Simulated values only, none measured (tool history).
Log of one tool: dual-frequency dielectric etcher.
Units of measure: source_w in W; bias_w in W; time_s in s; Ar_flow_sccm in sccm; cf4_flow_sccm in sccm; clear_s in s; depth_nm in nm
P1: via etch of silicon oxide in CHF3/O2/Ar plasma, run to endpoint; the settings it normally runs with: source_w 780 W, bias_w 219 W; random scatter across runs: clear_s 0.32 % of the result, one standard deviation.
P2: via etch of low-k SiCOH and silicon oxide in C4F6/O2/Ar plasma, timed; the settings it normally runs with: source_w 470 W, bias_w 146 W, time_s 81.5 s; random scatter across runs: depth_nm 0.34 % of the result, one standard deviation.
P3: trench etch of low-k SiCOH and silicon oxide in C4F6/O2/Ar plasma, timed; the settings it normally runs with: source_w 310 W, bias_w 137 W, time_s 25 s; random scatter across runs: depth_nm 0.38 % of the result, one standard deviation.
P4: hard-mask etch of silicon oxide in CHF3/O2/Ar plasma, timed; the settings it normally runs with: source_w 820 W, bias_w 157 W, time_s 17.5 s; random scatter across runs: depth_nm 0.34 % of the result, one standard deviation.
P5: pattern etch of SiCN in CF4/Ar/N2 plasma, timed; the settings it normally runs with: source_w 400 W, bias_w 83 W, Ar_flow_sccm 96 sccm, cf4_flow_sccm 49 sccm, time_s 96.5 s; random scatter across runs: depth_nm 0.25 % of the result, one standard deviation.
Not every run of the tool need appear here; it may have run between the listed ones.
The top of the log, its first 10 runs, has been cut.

| run | hour | process | source_w | bias_w | time_s | Ar_flow_sccm | cf4_flow_sccm | hours since the last wet clean | hours since the last source power generator calibration | hours since the last bias power generator calibration | clear_s | depth_nm |
|---|---|---|---|---|---|---|---|---|---|---|---|---|
| 11 | 122 | P3 | 310 | 137 | 14 |  |  | 241.1 | 507 | 1795 |  | 35.301 |
| 12 | 132.6 | P4 | 820 | 157 | 25 |  |  | 251.7 | 517.6 | 1805.6 |  | 52.742 |
| 13 | 144.2 | P4 | 820 | 122 | 17.5 |  |  | 263.3 | 529.2 | 1817.2 |  | 34.177 |
| 14 | 152.9 | P2 | 470 | 146 | 81.5 |  |  | 272 | 537.9 | 1825.9 |  | 225.34 |
| 15 | 167.3 | P1 | 1000 | 262 |  |  |  | 286.4 | 552.3 | 1840.3 | 217.22 |  |
| 16 | 181 | P2 | 470 | 146 | 45 |  |  | 300.1 | 566 | 1854 |  | 125.39 |
| 17 | 189.2 | P5 | 320 | 83 | 96.5 | 96 | 49 | 308.3 | 574.2 | 1862.2 |  | 63.296 |
| 18 | 203.2 | P5 | 400 | 83 | 54.5 | 96 | 49 | 322.3 | 588.2 | 1876.2 |  | 43.149 |
| 19 | 213.3 | P3 | 430 | 137 | 25 |  |  | 332.4 | 598.3 | 1886.3 |  | 71.748 |
| 20 | 220.8 | P1 | 1000 | 133 |  |  |  | 339.9 | 605.8 | 1893.8 | 269.54 |  |
| 21 | 231.5 | P3 | 310 | 137 | 25 |  |  | 350.6 | 616.5 | 1904.5 |  | 63.292 |

Forecast run 22:
| 22 | 241.3 | P1 | 920 | 270 |  |  |  | 360.4 | 626.3 | 1914.3 | ? |  |

{"run 22": {"clear_s": 221.24}}

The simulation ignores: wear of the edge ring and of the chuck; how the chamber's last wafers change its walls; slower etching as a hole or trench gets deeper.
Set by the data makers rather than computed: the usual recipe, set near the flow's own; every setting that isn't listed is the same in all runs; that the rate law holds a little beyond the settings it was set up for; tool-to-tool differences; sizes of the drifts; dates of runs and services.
